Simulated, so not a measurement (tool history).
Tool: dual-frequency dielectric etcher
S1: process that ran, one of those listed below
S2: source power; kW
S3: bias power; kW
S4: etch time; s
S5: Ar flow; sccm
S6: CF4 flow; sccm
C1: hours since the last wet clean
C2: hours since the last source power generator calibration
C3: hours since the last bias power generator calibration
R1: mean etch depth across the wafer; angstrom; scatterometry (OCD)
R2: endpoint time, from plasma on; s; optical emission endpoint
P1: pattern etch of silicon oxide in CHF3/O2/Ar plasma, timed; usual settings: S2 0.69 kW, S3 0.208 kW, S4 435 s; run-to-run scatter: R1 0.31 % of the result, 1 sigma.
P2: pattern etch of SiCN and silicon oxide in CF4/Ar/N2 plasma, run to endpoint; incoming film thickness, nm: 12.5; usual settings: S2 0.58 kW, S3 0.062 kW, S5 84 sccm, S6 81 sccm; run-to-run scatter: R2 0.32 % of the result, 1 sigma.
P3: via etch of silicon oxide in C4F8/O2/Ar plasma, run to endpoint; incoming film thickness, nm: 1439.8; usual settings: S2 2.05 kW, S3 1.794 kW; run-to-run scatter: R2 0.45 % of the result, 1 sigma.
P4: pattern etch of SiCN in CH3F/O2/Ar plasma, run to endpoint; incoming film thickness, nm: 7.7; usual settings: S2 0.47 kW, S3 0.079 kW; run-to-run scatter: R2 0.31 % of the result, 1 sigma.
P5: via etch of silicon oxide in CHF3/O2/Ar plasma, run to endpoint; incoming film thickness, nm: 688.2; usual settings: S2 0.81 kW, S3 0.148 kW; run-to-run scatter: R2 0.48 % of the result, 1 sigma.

Run 1, hour 10.1: S1 P1, S2 0.69 kW, S3 0.208 kW, S4 435 s; C1 383.7; C2 1561.2; C3 487.1. Result: R1 9317 angstrom.
Run 2, hour 22.9: S1 P2, S2 0.58 kW, S3 0.062 kW, S5 84 sccm, S6 63 sccm; C1 396.5; C2 1574; C3 499.9. Result: R2 12.099 s.
Run 3, hour 33.5: S1 P3, S2 2.89 kW, S3 1.794 kW; C1 407.1; C2 1584.6; C3 510.5. Result: R2 244.21 s.
Run 4, hour 43.3: S1 P1, S2 0.69 kW, S3 0.208 kW, S4 435 s; C1 416.9; C2 1594.4; C3 520.3. Result: R1 9379.8 angstrom.
Run 5, hour 52.8: S1 P1, S2 0.69 kW, S3 0.208 kW, S4 287 s; C1 426.4; C2 1603.9; C3 529.8. Result: R1 6139 angstrom.
Run 6, hour 66.9: S1 P1, S2 0.86 kW, S3 0.208 kW, S4 625 s; C1 440.5; C2 1618; C3 543.9. Result: R1 14588 angstrom.
Run 7, hour 82.4: S1 P5, S2 0.81 kW, S3 0.094 kW; C1 456; C2 1633.5; C3 559.4. Result: R2 396.87 s.
Run 8, hour 94.5: S1 P1, S2 0.69 kW, S3 0.255 kW, S4 435 s; C1 468.1; C2 1645.6; C3 571.5. Result: R1 10001 angstrom.
Run 9, hour 105.5: S1 P3, S2 2.05 kW, S3 2.385 kW; C1 479.1; C2 1656.6; C3 582.5. Result: R2 260.01 s.
Run 10, hour 118.5: S1 P5, S2 0.49 kW, S3 0.148 kW; C1 492.1; C2 1669.6; C3 595.5. Result: R2 417.22 s.
Run 11, hour 131.6: S1 P2, S2 0.58 kW, S3 0.075 kW, S5 84 sccm, S6 81 sccm; C1 505.2; C2 1682.7; C3 608.6. Result: R2 10.974 s.
Run 12, hour 144.3: S1 P4, S2 0.47 kW, S3 0.05 kW; C1 517.9; C2 1695.4; C3 621.3. Result: R2 22.336 s.
Run 13, hour 159.1: S1 P5, S2 0.81 kW, S3 0.148 kW; C1 532.7; C2 1710.2; C3 636.1. Result: R2 341.47 s.
Run 14, hour 168: S1 P1, S2 0.92 kW, S3 0.208 kW, S4 435 s; C1 541.6; C2 1719.1; C3 645. Result: R1 10417 angstrom.
Run 15, hour 175.2: S1 P4, S2 0.62 kW, S3 0.079 kW; C1 548.8; C2 1726.3; C3 652.2. Result: R2 17.209 s.
Run 16, hour 188.5: S1 P1, S2 0.69 kW, S3 0.208 kW, S4 435 s; C1 562.1; C2 1739.6; C3 665.5. Result: R1 9280 angstrom.
Run 17, hour 197.7: S1 P1, S2 0.69 kW, S3 0.208 kW, S4 643.5 s; C1 571.3; C2 1748.8; C3 674.7. Result: R1 13803 angstrom.
At hour 209.5: source power generator calibrated.
Run 18, hour 210.9: S1 P4, S2 0.47 kW, S3 0.079 kW; C1 584.5; C2 1.4; C3 687.9. Result: R2 19.154 s.
Run 19, hour 222.7: S1 P1, S2 0.69 kW, S3 0.208 kW, S4 435 s; C1 596.3; C2 13.2; C3 699.7. Result: R1 9334.1 angstrom.
Run 20, hour 230.6: S1 P2, S2 0.58 kW, S3 0.062 kW, S5 60 sccm, S6 81 sccm; C1 604.2; C2 21.1; C3 707.6. Result: R2 11.089 s.
Run 21, hour 238.5: S1 P2, S2 0.58 kW, S3 0.062 kW, S5 84 sccm, S6 81 sccm; C1 612.1; C2 29; C3 715.5. Result: R2 11.599 s.
Run 22, hour 251.3: S1 P1, S2 0.69 kW, S3 0.165 kW, S4 435 s; C1 624.9; C2 41.8; C3 728.3. Result: R1 8585.3 angstrom.
Run 23, hour 265.4: S1 P1, S2 0.43 kW, S3 0.208 kW, S4 435 s; C1 639; C2 55.9; C3 742.4. Result: R1 7818.8 angstrom.
Run 24, hour 274.9: S1 P1, S2 0.69 kW, S3 0.208 kW, S4 435 s; C1 648.5; C2 65.4; C3 751.9. Result: R1 9332.4 angstrom.
Run 25, hour 283.1: S1 P2, S2 0.69 kW, S3 0.062 kW, S5 84 sccm, S6 81 sccm; C1 656.7; C2 73.6; C3 760.1. Result: R2 9.9214 s.
Run 26, hour 294.2: S1 P1, S2 0.92 kW, S3 0.242 kW, S4 435 s; C1 667.8; C2 84.7; C3 771.2. Result: R1 10974 angstrom.
Run 27, hour 304.1: S1 P3, S2 2.05 kW, S3 1.794 kW; C1 677.7; C2 94.6; C3 781.1. Result: R2 281.39 s.
Run 28, hour 314.1: S1 P1, S2 0.69 kW, S3 0.208 kW, S4 435 s; C1 687.7; C2 104.6; C3 791.1. Result: R1 9335.5 angstrom.
Run 29, hour 330.5: S1 P1, S2 0.69 kW, S3 0.208 kW, S4 435 s; C1 704.1; C2 121; C3 807.5. Result: R1 9245.3 angstrom.
Run 30, hour 346.9: S1 P1, S2 0.69 kW, S3 0.208 kW, S4 435 s; C1 720.5; C2 137.4; C3 823.9. Result: R1 9214.6 angstrom.
Run 31, hour 359.6: S1 P1, S2 0.69 kW, S3 0.208 kW, S4 435 s; C1 733.2; C2 150.1; C3 836.6. Result: R1 9209.9 angstrom.
Run 32, hour 372.7: S1 P1, S2 0.69 kW, S3 0.208 kW, S4 435 s; C1 746.3; C2 163.2; C3 849.7. Result: R1 9218.1 angstrom.
Run 33, hour 385.4: S1 P1, S2 0.69 kW, S3 0.208 kW, S4 435 s; C1 759; C2 175.9; C3 862.4. Result: R1 9221.7 angstrom.
At hour 390.1: wet clean of the chamber.
Run 34, hour 397: S1 P1, S2 0.69 kW, S3 0.208 kW, S4 435 s; C1 7; C2 187.5; C3 874. Result: R1 9204.5 angstrom.
Run 35, hour 404.5: S1 P1, S2 0.69 kW, S3 0.208 kW, S4 435 s; C1 14.5; C2 195; C3 881.5. Result: R1 9202.4 angstrom.
Run 36, hour 419.6: S1 P1, S2 0.69 kW, S3 0.208 kW, S4 435 s; C1 29.6; C2 210.1; C3 896.6. Result: R1 9200.9 angstrom.
Run 37, hour 432.3: S1 P1, S2 0.69 kW, S3 0.208 kW, S4 435 s; C1 42.3; C2 222.8; C3 909.3. Result: R1 9196.9 angstrom.
Run 38, hour 442.5: S1 P1, S2 0.69 kW, S3 0.208 kW, S4 435 s; C1 52.5; C2 233; C3 919.5. Result: R1 9217.4 angstrom.

What P1 gives has crept away from where it was. These 2 causes fit the log equally well, each at the size given:
A: bias power that arrives under what is set, % = 4.37
B: source power that arrives under what is set, % = 3.93
The creep began at about hour 314.1.
Why every other cause is out:
chamber walls in a state that lowers the etch rate, %: serviced at hour 390.1, which brought nothing back

4 check runs are offered, each on 2 wafers whose results are averaged, their results left as question marks. Which one tells the causes apart?
Run check 1, hour 452.7: S1 P5, S2 0.53 kW, S3 0.117 kW. Result: R2 ?.
Run check 2, hour 452.7: S1 P4, S2 0.59 kW, S3 0.057 kW. Result: R2 ?.
Run check 3, hour 452.7: S1 P3, S2 2.85 kW, S3 2.243 kW. Result: R2 ?.
Run check 4, hour 452.7: S1 P2, S2 0.67 kW, S3 0.062 kW, S5 84 sccm, S6 64 sccm. Result: R2 ?.

What each check would give under each cause:
  check  result    if A    if B
check 1      R2   442.3  443.18
check 2      R2  19.865  19.887
check 3      R2  234.26  235.04
check 4      R2  10.719  10.956
How far apart the two closest causes lie, in the result that separates them most: check 1 0.2 %; check 2 0.11 %; check 3 0.33 %; check 4 2.19 %
Check 4 tells the causes apart: in the others they would give nearly the same result.

Check 4 was then run and gave: R2 10.928 s. Which cause is it?

It is B: source power that arrives under what is set, %.
